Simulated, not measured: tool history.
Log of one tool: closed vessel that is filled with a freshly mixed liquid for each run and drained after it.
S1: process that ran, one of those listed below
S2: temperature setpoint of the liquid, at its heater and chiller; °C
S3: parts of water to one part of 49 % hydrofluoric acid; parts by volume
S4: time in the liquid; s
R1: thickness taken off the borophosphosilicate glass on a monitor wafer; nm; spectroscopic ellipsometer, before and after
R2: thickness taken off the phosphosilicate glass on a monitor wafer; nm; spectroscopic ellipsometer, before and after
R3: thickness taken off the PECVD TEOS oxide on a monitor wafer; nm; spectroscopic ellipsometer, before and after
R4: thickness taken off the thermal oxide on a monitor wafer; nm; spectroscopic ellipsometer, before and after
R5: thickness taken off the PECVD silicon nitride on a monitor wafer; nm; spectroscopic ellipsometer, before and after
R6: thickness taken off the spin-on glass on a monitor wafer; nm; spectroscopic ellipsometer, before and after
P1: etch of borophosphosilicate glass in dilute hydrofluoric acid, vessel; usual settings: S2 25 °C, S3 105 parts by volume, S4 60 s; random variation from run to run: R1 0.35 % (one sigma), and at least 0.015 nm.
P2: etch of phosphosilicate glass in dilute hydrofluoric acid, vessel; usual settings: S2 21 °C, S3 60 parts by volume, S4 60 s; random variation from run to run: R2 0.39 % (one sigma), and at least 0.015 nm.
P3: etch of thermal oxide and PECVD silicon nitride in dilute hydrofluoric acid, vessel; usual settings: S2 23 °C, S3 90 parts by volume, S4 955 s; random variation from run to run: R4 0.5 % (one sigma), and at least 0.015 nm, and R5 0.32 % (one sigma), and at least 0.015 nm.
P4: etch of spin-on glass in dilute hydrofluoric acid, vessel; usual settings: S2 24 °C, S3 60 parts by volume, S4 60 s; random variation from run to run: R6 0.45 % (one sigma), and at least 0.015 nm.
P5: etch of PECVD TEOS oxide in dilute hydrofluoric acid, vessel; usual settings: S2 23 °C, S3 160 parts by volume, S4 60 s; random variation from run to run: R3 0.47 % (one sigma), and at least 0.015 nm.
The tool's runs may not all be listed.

run,hour,S1,S2,S3,S4,R1,R2,R3,R4,R5,R6
1,9.6,P1,25,105,60,25.546,,,,,
2,15.9,P2,21,60,30,,82.106,,,,
3,24.9,P1,25,150,30,8.4518,,,,,
4,31.1,P1,25,105,60,25.432,,,,,
5,40.4,P5,19,160,60,,,3.652,,,
6,46.7,P2,28,60,60,,218.53,,,,
7,58.6,P1,25,105,60,25.42,,,,,
8,70.6,P1,25,105,60,25.437,,,,,
9,84.3,P5,23,290,60,,,2.0748,,,
10,94,P1,25,105,90,38.266,,,,,
11,102.9,P2,21,85,60,,113.09,,,,
12,116.1,P1,17,105,60,18.464,,,,,
13,130,P3,27.5,90,955,,,,57.288,73.423,
# hour 134.4: hydrofluoric acid flow meter replaced
14,136.7,P4,24,60,60,,,,,,37.649
15,150.5,P1,25,60,60,47.288,,,,,
16,161.4,P1,31,105,60,32.163,,,,,
17,168.2,P5,23,160,60,,,4.2763,,,
18,181.2,P1,17.5,105,110,34.314,,,,,
19,187.8,P2,21,60,60,,165.06,,,,
20,194.1,P1,25,155,60,16.247,,,,,
21,205.6,P4,24,60,30,,,,,,18.828
22,215.5,P3,23,165,955,,,,23.789,30.075,
23,224.7,P4,29.5,60,60,,,,,,47.487
24,235.1,P1,25,160,30,7.8845,,,,,
25,245.2,P4,24,30,60,,,,,,78.631
26,253.2,P1,25,105,60,25.612,,,,,
27,260.9,P5,23,160,105,,,7.4544,,,
28,272.2,P5,23,160,60,,,4.268,,,
29,279,P3,23,90,955,,,,47.299,54.571,

The next listed run, before its measurement:
30,285.7,P3,23,90,1620,,,,?,?,

R4: 81.046 nm
R5: 92.746 nm
